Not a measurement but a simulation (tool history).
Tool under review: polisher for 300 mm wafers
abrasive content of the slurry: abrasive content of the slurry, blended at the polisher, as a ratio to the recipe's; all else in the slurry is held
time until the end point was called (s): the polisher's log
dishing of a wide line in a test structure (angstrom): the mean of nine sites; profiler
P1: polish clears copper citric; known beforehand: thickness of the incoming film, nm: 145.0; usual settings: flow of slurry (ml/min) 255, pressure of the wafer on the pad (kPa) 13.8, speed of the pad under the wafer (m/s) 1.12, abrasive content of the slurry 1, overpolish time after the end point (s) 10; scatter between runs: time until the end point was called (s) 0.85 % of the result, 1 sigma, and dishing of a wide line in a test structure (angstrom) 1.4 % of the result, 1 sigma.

run     day  flow of slurry (ml/min)  pressure of the wafer on the pad (kPa)  speed of the pad under the wafer (m/s)  abrasive content of the slurry  overpolish time after the end point (s)  wafers polished on this pad  hours since the slurry nozzle was cleaned  hours since the head pressure was calibrated  hours since the slurry blender was calibrated  time until the end point was called (s)  dishing of a wide line in a test structure (angstrom)
  1   0.642                      255                                    13.8                                    1.12                               1                                       10                          494                                      400.5                                         476.9                                           75.1                                   89.905                                                 101.91
  2   1.192                      255                                    13.8                                    1.78                               1                                       10                          572                                      413.7                                         490.1                                           88.3                                    56.06                                                 145.55
  3   1.571                      255                                    13.8                                    1.12                               1                                       18                          627                                      422.8                                         499.2                                           97.4                                    89.17                                                 159.44
  4   2.112                      255                                    18.6                                    1.12                               1                                       10                          704                                      435.8                                         512.2                                          110.4                                   66.971                                                 129.48
      2.388  -- slurry nozzle cleaned
  5    2.75                      255                                    13.8                                    1.12                               1                                        5                          795                                        8.7                                         527.5                                          125.7                                   88.963                                                 57.508
  6   3.379                      255                                    13.8                                    1.12                               1                                       10                          885                                       23.8                                         542.6                                          140.8                                   88.844                                                 104.13
  7   3.821                      255                                    13.8                                    1.12                             1.3                                       10                          949                                       34.4                                         553.2                                          151.4                                   84.521                                                 110.64
  8   4.412                      255                                    13.8                                    1.12                               1                                       10                         1033                                       48.6                                         567.4                                          165.6                                   88.947                                                 106.21
  9   4.742                      255                                    13.8                                    1.12                               1                                       10                         1080                                       56.5                                         575.3                                          173.5                                   88.636                                                 105.22
 10   5.425                      255                                    13.8                                    0.52                               1                                       10                         1178                                       72.9                                         591.7                                          189.9                                   186.06                                                 55.884
 11   6.062                      155                                    13.8                                    1.12                               1                                       10                         1269                                       88.2                                           607                                          205.2                                   96.334                                                 99.768
 12   6.783                      255                                    13.8                                    1.12                             0.6                                       10                         1372                                      105.5                                         624.3                                          222.5                                   98.785                                                 97.101
 13   7.262                      335                                    13.8                                    1.12                               1                                       10                         1441                                        117                                         635.8                                            234                                    88.27                                                 104.96
 14   7.792                      255                                    13.8                                    1.12                               1                                       10                         1517                                      129.7                                         648.5                                          246.7                                   89.193                                                  104.9
 15   8.242                      255                                    13.8                                    1.12                               1                                       10                         1581                                      140.5                                         659.3                                          257.5                                   89.241                                                  102.9
 16   8.933                      255                                     9.7                                    1.12                             0.6                                       10                         1680                                      157.1                                         675.9                                          274.1                                   139.49                                                 71.345
 17   9.267                      255                                     6.2                                    1.12                               1                                       10                         1728                                      165.1                                         683.9                                          282.1                                   191.06                                                  53.55
 18     9.7                      255                                    13.8                                    1.12                               1                                       10                         1790                                      175.5                                         694.3                                          292.5                                   89.646                                                 101.61
 19  10.121                      255                                    13.8                                    1.12                               1                                       10                         1850                                      185.6                                         704.4                                          302.6                                   90.278                                                 101.69
 20  10.683                      255                                    13.8                                    1.12                               1                                       10                         1931                                      199.1                                         717.9                                          316.1                                   94.356                                                  100.8
 21  11.162                      255                                    13.8                                    1.12                               1                                       10                         1999                                      210.6                                         729.4                                          327.6                                   92.427                                                 98.754
 22  11.583                      255                                    13.8                                    1.12                               1                                       10                         2059                                      220.7                                         739.5                                          337.7                                   94.987                                                 96.412
     11.888  -- slurry blender recalibrated
 23  12.042                      255                                    13.8                                    1.12                               1                                       10                         2125                                      231.7                                         750.5                                            3.7                                     94.2                                                 102.24
     12.388  -- head pressure recalibrated
 24  12.646                      255                                    13.8                                    1.12                               1                                       10                         2211                                      246.2                                           6.2                                           18.2                                   95.648                                                 98.792
 25  13.017                      255                                    13.8                                    1.12                               1                                       10                         2264                                      255.1                                          15.1                                           27.1                                   95.362                                                 101.81
 26  13.675                      255                                    13.8                                    1.12                               1                                       10                         2359                                      270.9                                          30.9                                           42.9                                   95.716                                                 98.684

For run 27, what comes out?
 27  14.188                      255                                    13.8                                    1.12                               1                                       10                         2432                                      283.2                                          43.2                                           55.2                                        ?                                                      ?

{"run 27": {"time until the end point was called (s)": 94.898, "dishing of a wide line in a test structure (angstrom)": 100.6}}
